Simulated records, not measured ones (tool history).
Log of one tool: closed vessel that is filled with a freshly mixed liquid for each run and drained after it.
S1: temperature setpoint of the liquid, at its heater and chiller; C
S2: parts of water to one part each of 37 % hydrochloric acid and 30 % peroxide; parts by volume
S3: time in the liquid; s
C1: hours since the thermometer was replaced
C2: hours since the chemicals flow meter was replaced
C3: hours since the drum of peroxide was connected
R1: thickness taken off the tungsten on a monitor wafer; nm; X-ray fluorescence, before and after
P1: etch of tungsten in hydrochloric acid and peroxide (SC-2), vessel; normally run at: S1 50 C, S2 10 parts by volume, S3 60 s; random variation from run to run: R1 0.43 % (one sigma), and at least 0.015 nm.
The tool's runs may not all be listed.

run	hour	S1	S2	S3	C1	C2	C3	R1
1	4.9	50	10	60	1052.3	1024.4	537	19.253
2	11.7	62	6	60	1059.1	1031.2	543.8	62.728
3	18.1	35	10	60	1065.5	1037.6	550.2	6.7621
4	22.6	50	10	60	1070	1042.1	554.7	19.255
5	31	43	4	60	1078.4	1050.5	563.1	24.033
6	36.4	50	10	60	1083.8	1055.9	568.5	19.37
7	41.2	50	10	60	1088.6	1060.7	573.3	19.357
8	50.2	50	10	60	1097.6	1069.7	582.3	19.229
9	56.6	50	17	30	1104	1076.1	588.7	6.1387
10	64.8	50	18	60	1112.2	1084.3	596.9	11.528
11	68.8	50	10	85	1116.2	1088.3	600.9	27.262
12	76.8	50	10	60	1124.2	1096.3	608.9	19.316
# hour 81.2: chemicals flow meter replaced
13	86	50	4	60	1133.4	4.9	618.1	38.441
14	93.6	50	10	30	1141	12.5	625.7	9.6685
15	99.4	63	10	60	1146.8	18.3	631.5	44.155
16	108.6	50	10	60	1156	27.5	640.7	19.22
17	116.5	50	10	60	1163.9	35.4	648.6	19.703
18	124.7	50	10	60	1172.1	43.6	656.8	20.314
19	131.9	50	10	60	1179.3	50.8	664	20.499
20	137.1	50	10	60	1184.5	56	669.2	20.538
21	144.9	50	10	60	1192.3	63.8	677	20.625
22	149.8	50	10	60	1197.2	68.7	681.9	20.64
23	156.8	50	10	60	1204.2	75.7	688.9	20.673
24	164.4	50	10	60	1211.8	83.3	696.5	20.849
25	173.7	50	10	60	1221.1	92.6	705.8	21.052
26	178.4	50	10	60	1225.8	97.3	710.5	21.009
27	185.2	50	10	60	1232.6	104.1	717.3	20.853

What P1 gives has crept away from where it was. These 2 causes fit the log equally well, each at the size given:
A: liquid hotter than its thermometer reads (K) = 1.22
B: chemicals flow above the setpoint (%) = 10.2
The creep began at about hour 108.6.
Why every other cause is out:
peroxide weaker than its label (%): at most 8, which would move R1 by -7.4 %: too little, or the wrong way

4 check runs are offered, each on 2 wafers whose results are averaged, their results left as question marks. Which one tells the causes apart?
check 1	192	38	10	30				?
check 2	192	35	4	60				?
check 3	192	50	7	60				?
check 4	192	61.5	10	60				?

What each check would give under each cause:
check	result	if A	if B
check 1	R1	4.5838	4.5514
check 2	R1	14.771	14.4
check 3	R1	27.882	27.706
check 4	R1	43.609	43.816
How far apart the two closest causes lie, in the result that separates them most: check 1 0.71 %; check 2 2.55 %; check 3 0.63 %; check 4 0.47 %
Only check 2 tells the causes apart: in the others they would give nearly the same result.

Then check 2 was run and gave: R1 14.74 nm. Which cause is it?

It is A: liquid hotter than its thermometer reads (K).
